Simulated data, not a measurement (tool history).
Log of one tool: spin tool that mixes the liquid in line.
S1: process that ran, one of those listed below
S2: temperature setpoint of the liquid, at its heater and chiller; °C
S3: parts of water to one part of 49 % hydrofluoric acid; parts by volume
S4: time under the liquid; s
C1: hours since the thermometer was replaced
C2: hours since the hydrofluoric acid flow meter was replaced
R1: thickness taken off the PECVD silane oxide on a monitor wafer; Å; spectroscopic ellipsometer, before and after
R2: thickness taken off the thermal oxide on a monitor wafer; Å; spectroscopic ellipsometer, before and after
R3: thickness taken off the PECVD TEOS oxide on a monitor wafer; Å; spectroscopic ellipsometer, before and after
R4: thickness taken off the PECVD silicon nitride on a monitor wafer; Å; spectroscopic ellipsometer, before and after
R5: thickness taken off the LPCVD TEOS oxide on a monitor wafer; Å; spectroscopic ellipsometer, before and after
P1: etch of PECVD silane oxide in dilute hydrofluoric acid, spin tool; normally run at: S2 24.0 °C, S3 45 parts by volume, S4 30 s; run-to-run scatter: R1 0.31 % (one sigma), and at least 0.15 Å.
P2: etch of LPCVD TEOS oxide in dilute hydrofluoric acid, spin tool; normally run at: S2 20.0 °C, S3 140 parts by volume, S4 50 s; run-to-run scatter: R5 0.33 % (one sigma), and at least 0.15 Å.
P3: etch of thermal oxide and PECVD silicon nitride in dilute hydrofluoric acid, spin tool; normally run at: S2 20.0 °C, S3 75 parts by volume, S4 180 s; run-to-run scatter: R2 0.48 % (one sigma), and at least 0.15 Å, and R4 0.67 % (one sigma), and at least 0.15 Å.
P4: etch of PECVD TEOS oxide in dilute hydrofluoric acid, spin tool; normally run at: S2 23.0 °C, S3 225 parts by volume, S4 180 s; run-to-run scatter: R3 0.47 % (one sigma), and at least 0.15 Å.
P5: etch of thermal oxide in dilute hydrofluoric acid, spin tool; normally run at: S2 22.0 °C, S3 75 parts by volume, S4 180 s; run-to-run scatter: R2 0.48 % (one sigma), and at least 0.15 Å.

run,hour,S1,S2,S3,S4,C1,C2,R1,R2,R3,R4,R5
1,5.9,P1,24.0,45,30,557.0,336.2,185.76,,,,
2,9.0,P5,22.0,75,270,560.1,339.3,,164.870,,,
3,12.9,P4,26.5,225,180,564.0,343.2,,,130.77,,
4,17.3,P3,20.0,75,180,568.4,347.6,,100.560,,31.623,
5,23.7,P5,22.0,140,180,574.8,354.0,,55.033,,,
6,28.9,P2,28.0,140,50,580.0,359.2,,,,,125.340
7,35.4,P3,20.0,75,330,586.5,365.7,,184.980,,57.675,
8,41.5,P2,20.0,140,15,592.6,371.8,,,,,27.350
9,47.1,P1,24.0,45,30,598.2,377.4,184.85,,,,
10,51.5,P1,24.0,45,30,602.6,381.8,185.63,,,,
11,58.4,P1,24.0,45,30,609.5,388.7,184.35,,,,
12,62.4,P4,23.0,225,360,613.5,392.7,,,230.24,,
13,68.1,P1,24.0,45,30,619.2,398.4,184.59,,,,
14,73.1,P4,23.0,225,180,624.2,403.4,,,116.71,,
15,79.9,P4,23.0,60,180,631.0,410.2,,,525.69,,
16,83.7,P3,20.0,75,180,634.8,414.0,,101.550,,31.591,
17,90.1,P2,20.0,140,50,641.2,420.4,,,,,91.813
18,95.0,P1,24.0,45,15,646.1,425.3,92.31,,,,
19,99.1,P1,17.0,45,30,650.2,429.4,137.56,,,,
20,104.9,P5,22.0,75,180,656.0,435.2,,110.410,,,
# hour 107.0: thermometer replaced
21,111.6,P5,17.0,75,180,4.7,441.9,,89.507,,,
22,118.7,P3,17.0,75,180,11.8,449.0,,88.473,,25.565,
23,123.4,P1,24.0,75,55,16.5,453.7,196.87,,,,
24,126.5,P2,20.0,25,50,19.6,456.8,,,,,586.820
25,133.4,P1,28.5,45,30,26.5,463.7,222.13,,,,
26,138.3,P1,24.0,45,50,31.4,468.6,308.97,,,,
27,144.9,P1,24.0,65,30,38.0,475.2,125.01,,,,
28,149.1,P1,24.0,25,30,42.2,479.4,344.29,,,,
29,155.6,P3,20.0,110,180,48.7,485.9,,66.267,,21.881,
30,159.8,P1,24.0,45,30,52.9,490.1,185.74,,,,
31,166.3,P1,24.0,45,30,59.4,496.6,190.53,,,,
32,172.9,P1,24.0,45,30,66.0,503.2,193.65,,,,
33,179.2,P1,24.0,45,30,72.3,509.5,195.95,,,,
34,183.8,P1,24.0,45,30,76.9,514.1,195.60,,,,
35,190.5,P1,24.0,45,30,83.6,520.8,195.94,,,,
36,193.7,P1,24.0,45,30,86.8,524.0,198.26,,,,
37,198.6,P1,24.0,45,30,91.7,528.9,197.29,,,,
38,204.4,P1,24.0,45,30,97.5,534.7,196.37,,,,

What P1 gives has crept away from where it was. These 2 causes fit the log equally well, each at the size given:
A: hydrofluoric acid flow above the setpoint (%) = 5.9
B: liquid hotter than its thermometer reads (K) = 1.48
The creep began at about hour 159.8.

4 check runs are offered, each on 3 wafers whose results are averaged, their results left as question marks. Which one tells the causes apart?
check 1,210.2,P5,22.0,130,180,,,,?,,,
check 2,210.2,P4,23.0,85,345,,,,,?,,
check 3,210.2,P3,20.0,100,180,,,,?,,?,
check 4,210.2,P2,28.0,40,50,,,,,,,?

What each check would give under each cause:
check,result,if A,if B
check 1,R2,63.723,63.254
check 2,R3,731.32,728.54
check 3,R2,78.521,78.273
check 3,R4,25.221,26.362
check 4,R5,532.430,531.650
How far apart the two closest causes lie, in the result that separates them most: check 1 0.74 %; check 2 0.38 %; check 3 4.42 %; check 4 0.15 %
Only check 3 tells the causes apart: in the others they would give nearly the same result.

Then check 3 was run and gave: R2 78.588 Å; R4 25.112 Å. Which cause is it?

It is A: hydrofluoric acid flow above the setpoint (%).
